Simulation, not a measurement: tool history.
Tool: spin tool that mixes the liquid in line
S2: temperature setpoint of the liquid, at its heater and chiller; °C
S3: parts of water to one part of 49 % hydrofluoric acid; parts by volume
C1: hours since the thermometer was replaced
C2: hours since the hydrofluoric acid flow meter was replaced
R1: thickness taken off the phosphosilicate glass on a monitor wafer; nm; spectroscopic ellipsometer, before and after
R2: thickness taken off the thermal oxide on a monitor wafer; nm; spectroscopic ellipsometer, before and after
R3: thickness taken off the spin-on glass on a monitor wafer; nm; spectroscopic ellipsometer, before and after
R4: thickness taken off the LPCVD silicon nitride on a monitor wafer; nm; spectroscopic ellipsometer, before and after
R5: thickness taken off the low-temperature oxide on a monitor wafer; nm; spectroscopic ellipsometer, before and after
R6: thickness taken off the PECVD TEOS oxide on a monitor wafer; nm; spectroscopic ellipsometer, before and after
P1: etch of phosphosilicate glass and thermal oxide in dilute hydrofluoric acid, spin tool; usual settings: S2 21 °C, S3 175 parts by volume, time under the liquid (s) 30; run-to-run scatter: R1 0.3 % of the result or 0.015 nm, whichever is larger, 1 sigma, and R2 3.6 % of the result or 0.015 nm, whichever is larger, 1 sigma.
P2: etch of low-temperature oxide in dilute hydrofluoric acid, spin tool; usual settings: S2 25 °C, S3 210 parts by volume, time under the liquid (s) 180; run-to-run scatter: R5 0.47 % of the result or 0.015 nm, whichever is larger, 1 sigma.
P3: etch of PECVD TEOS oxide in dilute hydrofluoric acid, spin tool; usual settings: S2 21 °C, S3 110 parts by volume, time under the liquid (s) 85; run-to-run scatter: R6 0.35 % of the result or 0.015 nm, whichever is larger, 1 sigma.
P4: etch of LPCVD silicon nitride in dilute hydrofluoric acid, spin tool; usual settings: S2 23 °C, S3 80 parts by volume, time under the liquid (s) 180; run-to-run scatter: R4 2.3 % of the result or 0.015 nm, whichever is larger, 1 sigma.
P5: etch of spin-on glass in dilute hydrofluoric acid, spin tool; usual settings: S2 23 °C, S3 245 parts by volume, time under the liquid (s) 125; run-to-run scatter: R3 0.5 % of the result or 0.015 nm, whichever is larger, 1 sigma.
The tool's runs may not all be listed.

run 1 hour=8.2 | process_that_ran=P1 S2=21 S3=175 time_under_the_liquid_(s)=30 | C1=730.1 C2=887.4 | R1=27.959 R2=0.64631
run 2 hour=25.2 | process_that_ran=P1 S2=29 S3=175 time_under_the_liquid_(s)=15 | C1=747.1 C2=904.4 | R1=18.834 R2=0.4275
run 3 hour=36.9 | process_that_ran=P5 S2=23 S3=245 time_under_the_liquid_(s)=125 | C1=758.8 C2=916.1 | R3=16.564
run 4 hour=48.2 | process_that_ran=P4 S2=17.5 S3=80 time_under_the_liquid_(s)=180 | C1=770.1 C2=927.4 | R4=0.82426
run 5 hour=59.8 | process_that_ran=P1 S2=21 S3=255 time_under_the_liquid_(s)=50 | C1=781.7 C2=939 | R1=29.354 R2=0.70204
run 6 hour=69.2 | process_that_ran=P5 S2=17 S3=245 time_under_the_liquid_(s)=125 | C1=791.1 C2=948.4 | R3=13.169
run 7 hour=79.3 | process_that_ran=P2 S2=25 S3=210 time_under_the_liquid_(s)=360 | C1=801.2 C2=958.5 | R5=21.204
run 8 hour=89.2 | process_that_ran=P1 S2=21 S3=295 time_under_the_liquid_(s)=30 | C1=811.1 C2=968.4 | R1=14.656 R2=0.35114
run 9 hour=104.5 | process_that_ran=P5 S2=23 S3=360 time_under_the_liquid_(s)=125 | C1=826.4 C2=983.7 | R3=10.142
run 10 hour=119.5 | process_that_ran=P3 S2=28 S3=110 time_under_the_liquid_(s)=85 | C1=841.4 C2=998.7 | R6=9.3911
run 11 hour=130.7 | process_that_ran=P1 S2=17 S3=315 time_under_the_liquid_(s)=30 | C1=852.6 C2=1009.9 | R1=11.647 R2=0.26111
-- hour=134.1 thermometer replaced
run 12 hour=144.1 | process_that_ran=P4 S2=23 S3=80 time_under_the_liquid_(s)=180 | C1=10 C2=1023.3 | R4=1.2261
run 13 hour=153.7 | process_that_ran=P5 S2=23 S3=245 time_under_the_liquid_(s)=210 | C1=19.6 C2=1032.9 | R3=27.715
run 14 hour=164.2 | process_that_ran=P1 S2=17 S3=175 time_under_the_liquid_(s)=30 | C1=30.1 C2=1043.4 | R1=23.712 R2=0.55649
run 15 hour=173.6 | process_that_ran=P2 S2=21 S3=210 time_under_the_liquid_(s)=180 | C1=39.5 C2=1052.8 | R5=9.1448
run 16 hour=182.8 | process_that_ran=P3 S2=21 S3=110 time_under_the_liquid_(s)=30 | C1=48.7 C2=1062 | R6=2.5223
run 17 hour=196.2 | process_that_ran=P4 S2=23 S3=80 time_under_the_liquid_(s)=290 | C1=62.1 C2=1075.4 | R4=1.8379
run 18 hour=207.4 | process_that_ran=P1 S2=21 S3=175 time_under_the_liquid_(s)=30 | C1=73.3 C2=1086.6 | R1=27.92 R2=0.62674
run 19 hour=220 | process_that_ran=P3 S2=21 S3=110 time_under_the_liquid_(s)=85 | C1=85.9 C2=1099.2 | R6=7.0919
run 20 hour=235.7 | process_that_ran=P4 S2=23 S3=80 time_under_the_liquid_(s)=180 | C1=101.6 C2=1114.9 | R4=1.1685
run 21 hour=245 | process_that_ran=P2 S2=25 S3=50 time_under_the_liquid_(s)=180 | C1=110.9 C2=1124.2 | R5=54.172
run 22 hour=261.5 | process_that_ran=P1 S2=21 S3=175 time_under_the_liquid_(s)=30 | C1=127.4 C2=1140.7 | R1=27.933 R2=0.66188
run 23 hour=278.9 | process_that_ran=P2 S2=25 S3=210 time_under_the_liquid_(s)=180 | C1=144.8 C2=1158.1 | R5=10.67
run 24 hour=292.6 | process_that_ran=P1 S2=27.5 S3=175 time_under_the_liquid_(s)=30 | C1=158.5 C2=1171.8 | R1=35.437 R2=0.81952
run 25 hour=302.1 | process_that_ran=P1 S2=21 S3=175 time_under_the_liquid_(s)=30 | C1=168 C2=1181.3 | R1=27.805 R2=0.62457
run 26 hour=317.8 | process_that_ran=P1 S2=21 S3=60 time_under_the_liquid_(s)=30 | C1=183.7 C2=1197 | R1=92.304 R2=2.2723
run 27 hour=328.6 | process_that_ran=P1 S2=21 S3=175 time_under_the_liquid_(s)=15 | C1=194.5 C2=1207.8 | R1=13.816 R2=0.29917
run 28 hour=342.7 | process_that_ran=P4 S2=23 S3=20 time_under_the_liquid_(s)=180 | C1=208.6 C2=1221.9 | R4=4.5949
run 29 hour=355.4 | process_that_ran=P3 S2=21 S3=25 time_under_the_liquid_(s)=85 | C1=221.3 C2=1234.6 | R6=34.702
run 30 hour=373.1 | process_that_ran=P1 S2=21 S3=175 time_under_the_liquid_(s)=60 | C1=239 C2=1252.3 | R1=55.752 R2=1.3685
run 31 hour=384 | process_that_ran=P1 S2=21 S3=175 time_under_the_liquid_(s)=30 | C1=249.9 C2=1263.2 | R1=27.74 R2=0.65237
run 32 hour=396.2 | process_that_ran=P1 S2=21 S3=175 time_under_the_liquid_(s)=30 | C1=262.1 C2=1275.4 | R1=27.176 R2=0.63602
run 33 hour=407.9 | process_that_ran=P1 S2=21 S3=175 time_under_the_liquid_(s)=30 | C1=273.8 C2=1287.1 | R1=26.735 R2=0.63602
run 34 hour=423.7 | process_that_ran=P1 S2=21 S3=175 time_under_the_liquid_(s)=30 | C1=289.6 C2=1302.9 | R1=26.367 R2=0.64991
run 35 hour=440.5 | process_that_ran=P1 S2=21 S3=175 time_under_the_liquid_(s)=30 | C1=306.4 C2=1319.7 | R1=26.093 R2=0.62534
run 36 hour=448.6 | process_that_ran=P1 S2=21 S3=175 time_under_the_liquid_(s)=30 | C1=314.5 C2=1327.8 | R1=26.148 R2=0.60568
run 37 hour=464.6 | process_that_ran=P1 S2=21 S3=175 time_under_the_liquid_(s)=30 | C1=330.5 C2=1343.8 | R1=26.018 R2=0.57105
run 38 hour=482.3 | process_that_ran=P1 S2=21 S3=175 time_under_the_liquid_(s)=30 | C1=348.2 C2=1361.5 | R1=25.848 R2=0.58845
run 39 hour=497.3 | process_that_ran=P1 S2=21 S3=175 time_under_the_liquid_(s)=30 | C1=363.2 C2=1376.5 | R1=25.846 R2=0.61982
run 40 hour=509.4 | process_that_ran=P1 S2=21 S3=175 time_under_the_liquid_(s)=30 | C1=375.3 C2=1388.6 | R1=25.784 R2=0.61214
run 41 hour=525.5 | process_that_ran=P1 S2=21 S3=175 time_under_the_liquid_(s)=30 | C1=391.4 C2=1404.7 | R1=25.773 R2=0.59266

What P1 gives has crept away from where it was. These 2 causes fit the log equally well, each at the size given:
A: hydrofluoric acid flow below the setpoint (%) = 6.49
B: liquid colder than its thermometer reads (K) = 2.03
The creep began at about hour 384.

4 check runs are offered, each on 5 wafers whose results are averaged, their results left as question marks. Which one tells the causes apart?
run check 1 hour=541.6 | process_that_ran=P5 S2=17 S3=245 time_under_the_liquid_(s)=125 | R3=?
run check 2 hour=541.6 | process_that_ran=P2 S2=21.5 S3=210 time_under_the_liquid_(s)=180 | R5=?
run check 3 hour=541.6 | process_that_ran=P3 S2=27 S3=110 time_under_the_liquid_(s)=35 | R6=?
run check 4 hour=541.6 | process_that_ran=P4 S2=23 S3=20 time_under_the_liquid_(s)=285 | R4=?

What each check would give under each cause:
check=check_1 result=R3 if_A=12.17 if_B=12.193
check=check_2 result=R5 if_A=8.5878 if_B=8.623
check=check_3 result=R6 if_A=3.4472 if_B=3.4421
check=check_4 result=R4 if_A=6.7471 if_B=6.2465
How far apart the two closest causes lie, in the result that separates them most: check 1 0.19 %; check 2 0.41 %; check 3 0.15 %; check 4 7.71 %
Check 4 tells the causes apart: in the others they would give nearly the same result.

Check 4 was then run and gave: R4 6.3321 nm. Which cause is it?

It is B: liquid colder than its thermometer reads (K).
